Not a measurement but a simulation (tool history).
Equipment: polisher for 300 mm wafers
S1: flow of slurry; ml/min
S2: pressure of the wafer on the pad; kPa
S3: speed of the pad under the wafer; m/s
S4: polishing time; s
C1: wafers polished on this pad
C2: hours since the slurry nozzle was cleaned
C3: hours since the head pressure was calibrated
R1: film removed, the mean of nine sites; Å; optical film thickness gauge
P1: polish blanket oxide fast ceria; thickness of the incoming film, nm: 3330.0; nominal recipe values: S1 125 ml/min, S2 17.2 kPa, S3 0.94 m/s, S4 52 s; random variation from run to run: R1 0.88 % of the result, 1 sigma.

{"run": 1, "day": 0.512, "S1": 125, "S2": 17.2, "S3": 0.94, "S4": 52, "C1": 356, "C2": 101.0, "C3": 440.3, "R1": 6180.2}
{"run": 2, "day": 0.95, "S1": 125, "S2": 17.2, "S3": 0.42, "S4": 52, "C1": 455, "C2": 111.5, "C3": 450.8, "R1": 2799.4}
{"run": 3, "day": 1.354, "S1": 125, "S2": 17.2, "S3": 0.94, "S4": 52, "C1": 547, "C2": 121.2, "C3": 460.5, "R1": 6101.0}
{"run": 4, "day": 1.854, "S1": 125, "S2": 17.2, "S3": 0.94, "S4": 66, "C1": 661, "C2": 133.2, "C3": 472.5, "R1": 8002.7}
{"run": 5, "day": 2.212, "S1": 180, "S2": 17.2, "S3": 0.94, "S4": 52, "C1": 743, "C2": 141.8, "C3": 481.1, "R1": 6630.4}
{"run": 6, "day": 2.654, "S1": 125, "S2": 17.2, "S3": 1.28, "S4": 52, "C1": 843, "C2": 152.4, "C3": 491.7, "R1": 8420.1}
{"run": 7, "day": 2.942, "S1": 125, "S2": 7.6, "S3": 0.94, "S4": 52, "C1": 909, "C2": 159.3, "C3": 498.6, "R1": 2669.0}
{"run": 8, "day": 3.421, "S1": 125, "S2": 17.2, "S3": 0.94, "S4": 23, "C1": 1018, "C2": 170.8, "C3": 510.1, "R1": 2748.3}
{"run": 9, "day": 3.688, "S1": 75, "S2": 17.2, "S3": 0.94, "S4": 68, "C1": 1079, "C2": 177.2, "C3": 516.5, "R1": 6939.5}
{"run": 10, "day": 3.996, "S1": 125, "S2": 17.2, "S3": 0.94, "S4": 52, "C1": 1149, "C2": 184.6, "C3": 523.9, "R1": 6215.3}
{"run": 11, "day": 4.479, "S1": 125, "S2": 24.8, "S3": 0.94, "S4": 52, "C1": 1259, "C2": 196.2, "C3": 535.5, "R1": 9026.7}
{"run": 12, "day": 5.017, "S1": 125, "S2": 17.2, "S3": 1.28, "S4": 78, "C1": 1381, "C2": 209.1, "C3": 548.4, "R1": 12724.0}
{"run": 13, "day": 5.404, "S1": 125, "S2": 17.2, "S3": 0.94, "S4": 52, "C1": 1470, "C2": 218.4, "C3": 557.7, "R1": 6232.8}
{"run": 14, "day": 5.662, "S1": 125, "S2": 17.2, "S3": 1.18, "S4": 76, "C1": 1529, "C2": 224.6, "C3": 563.9, "R1": 11389.0}
{"run": 15, "day": 5.904, "S1": 125, "S2": 17.2, "S3": 0.94, "S4": 52, "C1": 1584, "C2": 230.4, "C3": 569.7, "R1": 6118.1}
{"run": 16, "day": 6.421, "S1": 75, "S2": 17.2, "S3": 0.94, "S4": 52, "C1": 1701, "C2": 242.8, "C3": 582.1, "R1": 5462.1}
{"run": 17, "day": 6.725, "S1": 125, "S2": 17.2, "S3": 0.94, "S4": 52, "C1": 1771, "C2": 250.1, "C3": 589.4, "R1": 6171.9}
{"run": 18, "day": 7.038, "S1": 125, "S2": 17.2, "S3": 0.94, "S4": 52, "C1": 1842, "C2": 257.6, "C3": 596.9, "R1": 6005.4}
{"run": 19, "day": 7.542, "S1": 125, "S2": 17.2, "S3": 0.94, "S4": 52, "C1": 1957, "C2": 269.7, "C3": 609.0, "R1": 5732.0}
{"run": 20, "day": 7.812, "S1": 125, "S2": 17.2, "S3": 0.94, "S4": 52, "C1": 2018, "C2": 276.2, "C3": 615.5, "R1": 5664.7}
{"day": 7.896, "done": "worn pad replaced by a new one"}
{"run": 21, "day": 8.146, "S1": 125, "S2": 17.2, "S3": 0.94, "S4": 52, "C1": 57, "C2": 284.2, "C3": 623.5, "R1": 5671.5}
{"run": 22, "day": 8.588, "S1": 125, "S2": 17.2, "S3": 0.94, "S4": 52, "C1": 158, "C2": 294.8, "C3": 634.1, "R1": 5601.0}
{"run": 23, "day": 9.012, "S1": 125, "S2": 17.2, "S3": 0.94, "S4": 52, "C1": 255, "C2": 305.0, "C3": 644.3, "R1": 5616.0}
{"run": 24, "day": 9.283, "S1": 125, "S2": 17.2, "S3": 0.94, "S4": 52, "C1": 316, "C2": 311.5, "C3": 650.8, "R1": 5525.6}

The log shows P1 creeping away from where it was. Any of the 2 causes listed here, at the size stated for it, fits the log just as well as the others:
A: slurry flow missing at the pad, % = 34.3
B: head's pressure below its setpoint, % = 9.92
The drift started at roughly day 6.725.
The rest of the possible causes, and what rules out each one:
removal rate lost through wear of the pad, %: work on it at day 7.896, done after the drift set in, did not restore what the process gave before

4 check runs are offered, each on 2 wafers whose results are averaged, their results left as question marks. Which one tells the causes apart?
{"run": "check 1", "day": 9.554, "S1": 75, "S2": 17.2, "S3": 0.94, "S4": 52, "R1": "?"}
{"run": "check 2", "day": 9.554, "S1": 125, "S2": 17.2, "S3": 0.66, "S4": 25, "R1": "?"}
{"run": "check 3", "day": 9.554, "S1": 125, "S2": 10.3, "S3": 1.2, "S4": 52, "R1": "?"}
{"run": "check 4", "day": 9.554, "S1": 125, "S2": 17.2, "S3": 0.5, "S4": 52, "R1": "?"}

Expected result of each check under each candidate cause:
check=check_1 result=R1 if_A=4608.6 if_B=4875.4
check=check_2 result=R1 if_A=1878.9 if_B=1878.8
check=check_3 result=R1 if_A=4263.4 if_B=4263.1
check=check_4 result=R1 if_A=2960.7 if_B=2960.5
Smallest distance between any two causes, each pair judged by its most separating result, in per cent: check 1 5.63 %; check 2 0.01 %; check 3 0.01 %; check 4 0.01 %
Of the check runs offered, only check 1 discriminates between the causes; the rest would read about the same regardless of which cause applies.

Check 1 has now been run. It gave: R1 4630.0 Å. Which of the candidate causes is it?

It is A: slurry flow missing at the pad, %.
